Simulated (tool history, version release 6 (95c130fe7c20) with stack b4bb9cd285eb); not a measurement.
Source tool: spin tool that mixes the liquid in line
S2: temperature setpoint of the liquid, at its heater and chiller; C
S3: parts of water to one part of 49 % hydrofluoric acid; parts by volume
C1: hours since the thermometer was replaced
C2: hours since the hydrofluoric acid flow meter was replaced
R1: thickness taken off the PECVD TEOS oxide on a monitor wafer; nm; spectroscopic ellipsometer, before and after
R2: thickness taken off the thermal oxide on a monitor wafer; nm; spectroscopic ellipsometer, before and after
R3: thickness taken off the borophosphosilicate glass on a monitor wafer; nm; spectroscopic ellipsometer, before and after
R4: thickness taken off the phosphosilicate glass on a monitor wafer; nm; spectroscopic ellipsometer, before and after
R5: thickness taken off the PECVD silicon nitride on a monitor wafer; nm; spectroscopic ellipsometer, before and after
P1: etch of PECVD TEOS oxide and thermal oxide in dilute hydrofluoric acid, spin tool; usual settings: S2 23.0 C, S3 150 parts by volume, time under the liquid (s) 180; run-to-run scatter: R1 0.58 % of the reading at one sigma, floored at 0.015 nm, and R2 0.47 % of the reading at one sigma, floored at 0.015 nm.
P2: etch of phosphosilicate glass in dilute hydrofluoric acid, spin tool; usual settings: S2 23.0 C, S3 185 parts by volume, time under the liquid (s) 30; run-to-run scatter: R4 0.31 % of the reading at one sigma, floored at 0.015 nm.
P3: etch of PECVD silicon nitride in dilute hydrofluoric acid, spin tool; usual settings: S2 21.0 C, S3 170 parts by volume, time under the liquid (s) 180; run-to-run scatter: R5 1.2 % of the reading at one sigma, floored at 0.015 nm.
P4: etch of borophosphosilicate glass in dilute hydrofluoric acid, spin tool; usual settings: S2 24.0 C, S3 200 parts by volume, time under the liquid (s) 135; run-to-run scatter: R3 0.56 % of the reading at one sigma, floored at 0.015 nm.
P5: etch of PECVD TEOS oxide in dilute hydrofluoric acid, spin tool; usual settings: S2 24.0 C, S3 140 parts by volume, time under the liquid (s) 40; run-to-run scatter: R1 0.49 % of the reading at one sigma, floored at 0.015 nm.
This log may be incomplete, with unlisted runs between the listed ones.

run 1 hour=3.6 | process_that_ran=P1 S2=23.0 S3=150 time_under_the_liquid_(s)=180 | C1=752.9 C2=784.6 | R1=18.5460 R2=5.3529
run 2 hour=7.2 | process_that_ran=P1 S2=23.0 S3=150 time_under_the_liquid_(s)=180 | C1=756.5 C2=788.2 | R1=18.5780 R2=5.3219
run 3 hour=10.0 | process_that_ran=P5 S2=30.5 S3=140 time_under_the_liquid_(s)=40 | C1=759.3 C2=791.0 | R1=5.3747
run 4 hour=12.1 | process_that_ran=P4 S2=24.0 S3=200 time_under_the_liquid_(s)=35 | C1=761.4 C2=793.1 | R3=5.1881
run 5 hour=15.6 | process_that_ran=P1 S2=23.0 S3=150 time_under_the_liquid_(s)=180 | C1=764.9 C2=796.6 | R1=18.8770 R2=5.3598
run 6 hour=19.1 | process_that_ran=P2 S2=23.0 S3=185 time_under_the_liquid_(s)=30 | C1=768.4 C2=800.1 | R4=27.817
run 7 hour=21.5 | process_that_ran=P5 S2=24.0 S3=25 time_under_the_liquid_(s)=40 | C1=770.8 C2=802.5 | R1=27.4740
run 8 hour=23.9 | process_that_ran=P1 S2=23.0 S3=150 time_under_the_liquid_(s)=360 | C1=773.2 C2=804.9 | R1=37.1180 R2=10.6200
run 9 hour=27.5 | process_that_ran=P3 S2=21.0 S3=170 time_under_the_liquid_(s)=180 | C1=776.8 C2=808.5 | R5=2.2093
run 10 hour=29.8 | process_that_ran=P4 S2=24.0 S3=365 time_under_the_liquid_(s)=135 | C1=779.1 C2=810.8 | R3=9.2852
run 11 hour=33.5 | process_that_ran=P5 S2=24.0 S3=140 time_under_the_liquid_(s)=40 | C1=782.8 C2=814.5 | R1=4.2137
run 12 hour=37.2 | process_that_ran=P1 S2=23.0 S3=150 time_under_the_liquid_(s)=60 | C1=786.5 C2=818.2 | R1=6.2840 R2=1.7747
run 13 hour=40.5 | process_that_ran=P2 S2=23.0 S3=45 time_under_the_liquid_(s)=30 | C1=789.8 C2=821.5 | R4=134.450
run 14 hour=44.6 | process_that_ran=P2 S2=23.0 S3=185 time_under_the_liquid_(s)=30 | C1=793.9 C2=825.6 | R4=27.770
run 15 hour=46.9 | process_that_ran=P2 S2=23.0 S3=185 time_under_the_liquid_(s)=15 | C1=796.2 C2=827.9 | R4=13.853
run 16 hour=48.9 | process_that_ran=P1 S2=18.5 S3=210 time_under_the_liquid_(s)=180 | C1=798.2 C2=829.9 | R1=10.5550 R2=3.0232
run 17 hour=52.3 | process_that_ran=P1 S2=23.0 S3=60 time_under_the_liquid_(s)=180 | C1=801.6 C2=833.3 | R1=51.3830 R2=14.8960
run 18 hour=56.3 | process_that_ran=P1 S2=23.0 S3=150 time_under_the_liquid_(s)=180 | C1=805.6 C2=837.3 | R1=18.5370 R2=5.3112
run 19 hour=59.8 | process_that_ran=P3 S2=28.5 S3=170 time_under_the_liquid_(s)=180 | C1=809.1 C2=840.8 | R5=3.6713
run 20 hour=61.9 | process_that_ran=P3 S2=21.0 S3=170 time_under_the_liquid_(s)=180 | C1=811.2 C2=842.9 | R5=2.2766
run 21 hour=65.2 | process_that_ran=P1 S2=27.5 S3=150 time_under_the_liquid_(s)=180 | C1=814.5 C2=846.2 | R1=22.3250 R2=6.2536
run 22 hour=68.7 | process_that_ran=P1 S2=23.0 S3=255 time_under_the_liquid_(s)=180 | C1=818.0 C2=849.7 | R1=9.8580 R2=2.7615
run 23 hour=72.8 | process_that_ran=P2 S2=28.0 S3=185 time_under_the_liquid_(s)=30 | C1=822.1 C2=853.8 | R4=33.579
run 24 hour=75.0 | process_that_ran=P3 S2=21.0 S3=170 time_under_the_liquid_(s)=305 | C1=824.3 C2=856.0 | R5=3.8753
run 25 hour=77.5 | process_that_ran=P3 S2=21.0 S3=235 time_under_the_liquid_(s)=180 | C1=826.8 C2=858.5 | R5=1.6357
run 26 hour=81.8 | process_that_ran=P1 S2=23.0 S3=150 time_under_the_liquid_(s)=180 | C1=831.1 C2=862.8 | R1=18.4310 R2=5.3267
run 27 hour=84.0 | process_that_ran=P4 S2=24.0 S3=200 time_under_the_liquid_(s)=135 | C1=833.3 C2=865.0 | R3=20.1580
run 28 hour=88.4 | process_that_ran=P5 S2=24.0 S3=140 time_under_the_liquid_(s)=40 | C1=837.7 C2=869.4 | R1=4.2089
run 29 hour=90.4 | process_that_ran=P5 S2=24.0 S3=140 time_under_the_liquid_(s)=70 | C1=839.7 C2=871.4 | R1=7.3832
run 30 hour=93.5 | process_that_ran=P1 S2=17.0 S3=150 time_under_the_liquid_(s)=180 | C1=842.8 C2=874.5 | R1=14.7120 R2=4.1954
run 31 hour=96.8 | process_that_ran=P4 S2=28.5 S3=200 time_under_the_liquid_(s)=135 | C1=846.1 C2=877.8 | R3=23.6280
run 32 hour=100.4 | process_that_ran=P1 S2=23.0 S3=150 time_under_the_liquid_(s)=180 | C1=849.7 C2=881.4 | R1=18.4230 R2=5.3635
run 33 hour=104.2 | process_that_ran=P1 S2=23.0 S3=150 time_under_the_liquid_(s)=180 | C1=853.5 C2=885.2 | R1=19.0470 R2=5.4816
run 34 hour=108.1 | process_that_ran=P1 S2=23.0 S3=150 time_under_the_liquid_(s)=180 | C1=857.4 C2=889.1 | R1=19.4230 R2=5.5408
run 35 hour=112.4 | process_that_ran=P1 S2=23.0 S3=150 time_under_the_liquid_(s)=180 | C1=861.7 C2=893.4 | R1=19.6850 R2=5.6233
run 36 hour=115.8 | process_that_ran=P1 S2=23.0 S3=150 time_under_the_liquid_(s)=180 | C1=865.1 C2=896.8 | R1=20.0670 R2=5.6651
run 37 hour=118.8 | process_that_ran=P1 S2=23.0 S3=150 time_under_the_liquid_(s)=180 | C1=868.1 C2=899.8 | R1=19.8460 R2=5.6765
run 38 hour=122.5 | process_that_ran=P1 S2=23.0 S3=150 time_under_the_liquid_(s)=180 | C1=871.8 C2=903.5 | R1=19.8390 R2=5.6935
run 39 hour=124.6 | process_that_ran=P1 S2=23.0 S3=150 time_under_the_liquid_(s)=180 | C1=873.9 C2=905.6 | R1=19.8140 R2=5.7108
run 40 hour=127.8 | process_that_ran=P1 S2=23.0 S3=150 time_under_the_liquid_(s)=180 | C1=877.1 C2=908.8 | R1=20.1040 R2=5.7269
run 41 hour=132.2 | process_that_ran=P1 S2=23.0 S3=150 time_under_the_liquid_(s)=180 | C1=881.5 C2=913.2 | R1=20.0620 R2=5.7412
run 42 hour=135.3 | process_that_ran=P1 S2=23.0 S3=150 time_under_the_liquid_(s)=180 | C1=884.6 C2=916.3 | R1=20.2820 R2=5.7645
run 43 hour=139.6 | process_that_ran=P1 S2=23.0 S3=150 time_under_the_liquid_(s)=180 | C1=888.9 C2=920.6 | R1=20.0470 R2=5.7297

Something has made what P1 gives creep away from where it was; the 2 causes below, each at its own stated size, fit the log equally well:
A: liquid hotter than its thermometer reads (K) = 2
B: hydrofluoric acid flow above the setpoint (%) = 6.77
The drift started at roughly hour 100.4.

Which of the 4 check runs listed below, each an average over 2 wafers with its results shown as question marks, gives clearly different results under the different listed causes?
run check 1 hour=143.9 | process_that_ran=P3 S2=21.0 S3=170 time_under_the_liquid_(s)=180 | R5=?
run check 2 hour=143.9 | process_that_ran=P2 S2=23.0 S3=185 time_under_the_liquid_(s)=30 | R4=?
run check 3 hour=143.9 | process_that_ran=P4 S2=24.0 S3=200 time_under_the_liquid_(s)=135 | R3=?
run check 4 hour=143.9 | process_that_ran=P5 S2=24.0 S3=140 time_under_the_liquid_(s)=40 | R1=?

What each check would give under each cause:
check=check_1 result=R5 if_A=2.6008 if_B=2.4340
check=check_2 result=R4 if_A=29.934 if_B=30.038
check=check_3 result=R3 if_A=21.6420 if_B=21.7750
check=check_4 result=R1 if_A=4.5656 if_B=4.5640
Per-check spread between the two closest causes, in the result where they differ most: check 1 6.63 %; check 2 0.35 %; check 3 0.61 %; check 4 0.04 %
Of the check runs offered, only check 1 discriminates between the causes; the rest would read about the same regardless of which cause applies.

Then check 1 was run and gave: R5 2.4213 nm. Which cause is it?

It is B: hydrofluoric acid flow above the setpoint (%).
